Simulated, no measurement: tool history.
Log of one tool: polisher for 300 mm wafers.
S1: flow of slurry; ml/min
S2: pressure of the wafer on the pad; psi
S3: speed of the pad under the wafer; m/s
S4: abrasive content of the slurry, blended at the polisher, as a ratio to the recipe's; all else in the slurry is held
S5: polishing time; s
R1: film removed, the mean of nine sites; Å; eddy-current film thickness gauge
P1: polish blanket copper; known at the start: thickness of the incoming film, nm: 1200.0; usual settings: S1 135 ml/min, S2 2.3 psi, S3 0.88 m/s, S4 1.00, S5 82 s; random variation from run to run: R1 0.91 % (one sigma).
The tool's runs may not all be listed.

run,hour,S1,S2,S3,S4,S5,R1
1,4.6,135,2.3,0.88,1.00,82,1754.10
2,8.1,135,2.3,1.18,0.65,82,2153.30
3,10.8,135,3.5,0.88,1.00,82,2697.40
4,15.2,190,2.3,0.88,1.00,82,1829.00
5,19.0,135,2.3,0.88,0.65,82,1591.20
6,23.5,135,2.3,0.88,1.35,82,1875.80
7,27.5,135,1.0,0.88,1.00,82,759.77
8,31.7,135,2.3,0.88,1.00,82,1740.50
9,36.6,135,2.3,0.40,1.00,82,801.77
10,41.4,135,1.4,0.88,1.40,82,1141.00
11,44.0,135,2.9,0.88,1.45,82,2340.90
12,48.2,135,2.3,0.88,1.00,82,1718.30
# hour 49.8: worn pad replaced by a new one
# hour 49.8: head pressure recalibrated
13,50.4,135,2.3,0.88,1.00,38,800.84
14,52.6,135,2.3,0.88,1.00,82,1760.50
15,56.7,135,2.3,1.26,1.00,82,2470.90
16,59.9,135,2.3,0.88,1.00,117,2459.20
17,62.9,135,2.3,0.88,1.00,82,1751.80
18,65.8,80,2.3,0.88,1.00,82,1555.40
19,68.0,135,2.3,0.88,1.00,82,1762.30
20,71.9,135,2.3,0.88,1.00,82,1690.70
21,75.0,135,2.3,0.88,1.00,82,1677.40
22,79.0,135,2.3,0.88,1.00,82,1622.50
23,82.5,135,2.3,0.88,1.00,82,1634.10
# hour 83.1: worn pad replaced by a new one
# hour 83.8: head pressure recalibrated
24,86.1,135,2.3,0.88,1.00,82,1659.50
25,89.0,135,2.3,0.88,1.00,82,1594.90
26,92.3,135,2.3,0.88,1.00,82,1620.90
27,95.6,135,2.3,0.88,1.00,82,1633.20
28,99.3,135,2.3,0.88,1.00,82,1634.80

What P1 gives has crept away from where it was. These 2 causes fit the log equally well, each at the size given:
A: abrasive missing from the slurry, % = 31.9
B: slurry flow missing at the pad, % = 30.2
The creep began at about hour 68.0.
Why every other cause is out:
removal rate lost through wear of the pad, %: serviced at hour 83.1, which brought nothing back
head's pressure below its setpoint, %: serviced at hour 83.8, which brought nothing back

4 check runs are offered, each on 2 wafers whose results are averaged, their results left as question marks. Which one tells the causes apart?
check 1,103.0,80,2.3,0.88,1.00,62,?
check 2,103.0,135,2.3,0.48,1.00,51,?
check 3,103.0,135,1.0,0.44,1.00,82,?
check 4,103.0,135,2.3,1.24,1.30,82,?

What each check would give under each cause:
check,result,if A,if B
check 1,R1,1072.70,1024.50
check 2,R1,546.28,546.18
check 3,R1,350.06,349.99
check 4,R1,2396.10,2401.90
How far apart the two closest causes lie, in the result that separates them most: check 1 4.6 %; check 2 0.02 %; check 3 0.02 %; check 4 0.24 %
Only check 1 tells the causes apart: in the others they would give nearly the same result.

Check 1 was then run and gave: R1 1029.70 Å. Which cause is it?

It is B: slurry flow missing at the pad, %.
